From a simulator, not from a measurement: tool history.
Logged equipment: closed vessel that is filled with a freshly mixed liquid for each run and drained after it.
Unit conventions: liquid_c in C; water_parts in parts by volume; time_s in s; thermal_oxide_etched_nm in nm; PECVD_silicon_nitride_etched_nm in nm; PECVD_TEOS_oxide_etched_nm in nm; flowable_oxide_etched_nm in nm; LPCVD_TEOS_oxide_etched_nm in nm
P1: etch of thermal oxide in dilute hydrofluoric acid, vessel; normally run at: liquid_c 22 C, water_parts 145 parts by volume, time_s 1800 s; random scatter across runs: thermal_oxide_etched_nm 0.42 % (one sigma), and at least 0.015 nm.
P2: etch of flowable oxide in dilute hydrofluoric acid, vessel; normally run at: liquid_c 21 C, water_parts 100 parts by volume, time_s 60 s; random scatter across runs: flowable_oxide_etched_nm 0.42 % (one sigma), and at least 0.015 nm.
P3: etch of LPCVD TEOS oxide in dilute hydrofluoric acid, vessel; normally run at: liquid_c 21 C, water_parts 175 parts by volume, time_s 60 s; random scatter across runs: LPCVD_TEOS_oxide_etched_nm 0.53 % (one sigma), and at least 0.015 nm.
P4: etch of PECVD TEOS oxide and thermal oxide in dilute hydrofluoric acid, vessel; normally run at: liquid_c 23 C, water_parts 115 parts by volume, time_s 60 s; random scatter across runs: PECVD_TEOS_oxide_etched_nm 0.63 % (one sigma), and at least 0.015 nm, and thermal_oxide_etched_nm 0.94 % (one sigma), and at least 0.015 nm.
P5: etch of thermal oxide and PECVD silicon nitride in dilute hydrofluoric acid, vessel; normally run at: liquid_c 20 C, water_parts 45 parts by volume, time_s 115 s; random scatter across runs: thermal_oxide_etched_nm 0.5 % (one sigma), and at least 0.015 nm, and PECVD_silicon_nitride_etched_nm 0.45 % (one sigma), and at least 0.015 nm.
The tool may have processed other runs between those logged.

| run | hour | process | liquid_c | water_parts | time_s | hours since the thermometer was replaced | hours since the hydrofluoric acid flow meter was replaced | thermal_oxide_etched_nm | PECVD_silicon_nitride_etched_nm | PECVD_TEOS_oxide_etched_nm | flowable_oxide_etched_nm | LPCVD_TEOS_oxide_etched_nm |
|---|---|---|---|---|---|---|---|---|---|---|---|---|
| 1 | 7.4 | P1 | 22 | 145 | 1800 | 2008.9 | 182.2 | 53.807 |  |  |  |  |
| 2 | 16 | P5 | 20 | 45 | 215 | 2017.5 | 190.8 | 21.665 | 20.427 |  |  |  |
| 3 | 23.2 | P5 | 20 | 45 | 115 | 2024.7 | 198 | 11.503 | 11.024 |  |  |  |
| 4 | 32.7 | P1 | 29 | 145 | 1800 | 2034.2 | 207.5 | 70.166 |  |  |  |  |
|  | 33 | hydrofluoric acid flow meter replaced |
| 5 | 45.1 | P5 | 20 | 45 | 115 | 2046.6 | 12.1 | 11.643 | 11.085 |  |  |  |
| 6 | 52.9 | P4 | 29.5 | 115 | 60 | 2054.4 | 19.9 | 2.8082 |  | 5.2269 |  |  |
| 7 | 59 | P2 | 21 | 100 | 60 | 2060.5 | 26 |  |  |  | 11.198 |  |
| 8 | 67.4 | P3 | 21 | 270 | 60 | 2068.9 | 34.4 |  |  |  |  | 6.7959 |
| 9 | 73.1 | P2 | 21 | 100 | 110 | 2074.6 | 40.1 |  |  |  | 20.507 |  |
| 10 | 80.5 | P1 | 22 | 200 | 1800 | 2082 | 47.5 | 36.901 |  |  |  |  |
| 11 | 88.5 | P5 | 20 | 30 | 115 | 2090 | 55.5 | 17.796 | 16.426 |  |  |  |
| 12 | 96.8 | P2 | 29.5 | 100 | 60 | 2098.3 | 63.8 |  |  |  | 15.702 |  |
| 13 | 107.1 | P1 | 22 | 145 | 1800 | 2108.6 | 74.1 | 53.633 |  |  |  |  |
| 14 | 116.5 | P3 | 28.5 | 175 | 60 | 2118 | 83.5 |  |  |  |  | 15.104 |
| 15 | 124.9 | P1 | 17 | 145 | 3280 | 2126.4 | 91.9 | 79.857 |  |  |  |  |
| 16 | 131.1 | P3 | 21 | 175 | 60 | 2132.6 | 98.1 |  |  |  |  | 11.487 |
| 17 | 143.1 | P1 | 22 | 145 | 1800 | 2144.6 | 110.1 | 53.725 |  |  |  |  |
| 18 | 151.5 | P1 | 22 | 145 | 480 | 2153 | 118.5 | 14.382 |  |  |  |  |
| 19 | 157.6 | P1 | 22 | 145 | 1800 | 2159.1 | 124.6 | 53.882 |  |  |  |  |
| 20 | 166.6 | P1 | 18 | 145 | 1800 | 2168.1 | 133.6 | 45.781 |  |  |  |  |
| 21 | 174.8 | P4 | 23 | 115 | 60 | 2176.3 | 141.8 | 2.1821 |  | 4.1158 |  |  |
| 22 | 186 | P4 | 23 | 205 | 60 | 2187.5 | 153 | 1.1179 |  | 2.0703 |  |  |
| 23 | 195.7 | P4 | 23 | 115 | 100 | 2197.2 | 162.7 | 3.6635 |  | 6.9169 |  |  |
| 24 | 202.3 | P2 | 21 | 100 | 60 | 2203.8 | 169.3 |  |  |  | 11.25 |  |
| 25 | 211.4 | P1 | 22 | 145 | 1800 | 2212.9 | 178.4 | 54.001 |  |  |  |  |
| 26 | 220 | P1 | 22 | 145 | 2760 | 2221.5 | 187 | 82.181 |  |  |  |  |
| 27 | 230.2 | P3 | 21 | 175 | 60 | 2231.7 | 197.2 |  |  |  |  | 11.535 |
| 28 | 237.1 | P3 | 21 | 175 | 30 | 2238.6 | 204.1 |  |  |  |  | 5.7276 |
| 29 | 249.1 | P1 | 22 | 55 | 1800 | 2250.6 | 216.1 | 158.06 |  |  |  |  |
| 30 | 260.3 | P1 | 22 | 145 | 1800 | 2261.8 | 227.3 | 53.928 |  |  |  |  |
| 31 | 272.5 | P4 | 23 | 115 | 60 | 2274 | 239.5 | 2.2456 |  | 4.1353 |  |  |
| 32 | 281.9 | P2 | 21 | 25 | 60 | 2283.4 | 248.9 |  |  |  | 49.289 |  |
| 33 | 288 | P5 | 28 | 45 | 115 | 2289.5 | 255 | 16.119 | 18.767 |  |  |  |
| 34 | 296.6 | P1 | 22 | 145 | 1800 | 2298.1 | 263.6 | 54.062 |  |  |  |  |
| 35 | 307.8 | P1 | 22 | 145 | 1800 | 2309.3 | 274.8 | 52.722 |  |  |  |  |
| 36 | 313.3 | P1 | 22 | 145 | 1800 | 2314.8 | 280.3 | 52.303 |  |  |  |  |
| 37 | 321.6 | P1 | 22 | 145 | 1800 | 2323.1 | 288.6 | 51.957 |  |  |  |  |
| 38 | 328.7 | P1 | 22 | 145 | 1800 | 2330.2 | 295.7 | 51.72 |  |  |  |  |
| 39 | 338.6 | P1 | 22 | 145 | 1800 | 2340.1 | 305.6 | 51.361 |  |  |  |  |
| 40 | 350.3 | P1 | 22 | 145 | 1800 | 2351.8 | 317.3 | 51.103 |  |  |  |  |
| 41 | 361.5 | P1 | 22 | 145 | 1800 | 2363 | 328.5 | 50.791 |  |  |  |  |
| 42 | 372.1 | P1 | 22 | 145 | 1800 | 2373.6 | 339.1 | 51.017 |  |  |  |  |

The output of P1 has drifted from where it used to be. Each of the 2 causes below, taken at the size shown beside it, accounts for the log equally well:
A: hydrofluoric acid flow below the setpoint (%) = 4.59
B: liquid colder than its thermometer reads (K) = 1.39
The drift started at roughly hour 296.6.

Consider the 4 single-wafer check runs listed below, results given as question marks: which one distinguishes between the causes by giving clearly different results for each?
| check 1 | 382.7 | P3 | 26.5 | 175 | 30 |  |  |  |  |  |  | ? |
| check 2 | 382.7 | P5 | 20 | 45 | 200 |  |  | ? | ? |  |  |  |
| check 3 | 382.7 | P4 | 23 | 190 | 60 |  |  | ? |  | ? |  |  |
| check 4 | 382.7 | P2 | 29 | 100 | 95 |  |  |  |  |  | ? |  |

Outcome of each check run for each possible cause:
| check | result | if A | if B |
|---|---|---|---|
| check 1 | LPCVD_TEOS_oxide_etched_nm | 6.6733 | 6.7105 |
| check 2 | thermal_oxide_etched_nm | 19.134 | 18.942 |
| check 2 | PECVD_silicon_nitride_etched_nm | 18.274 | 17.352 |
| check 3 | thermal_oxide_etched_nm | 1.1583 | 1.1629 |
| check 3 | PECVD_TEOS_oxide_etched_nm | 2.1773 | 2.186 |
| check 4 | flowable_oxide_etched_nm | 23.001 | 23.016 |
Per-check spread between the two closest causes, in the result where they differ most: check 1 0.56 %; check 2 5.17 %; check 3 0.4 %; check 4 0.07 %
The other checks would show nearly matching results whichever cause is true, so check 2 is the only one that separates the causes.

Then check 2 was run and gave: thermal_oxide_etched_nm 19.192 nm; PECVD_silicon_nitride_etched_nm 18.133 nm. Which cause is it?

Of the candidate causes, it is A: hydrofluoric acid flow below the setpoint (%).
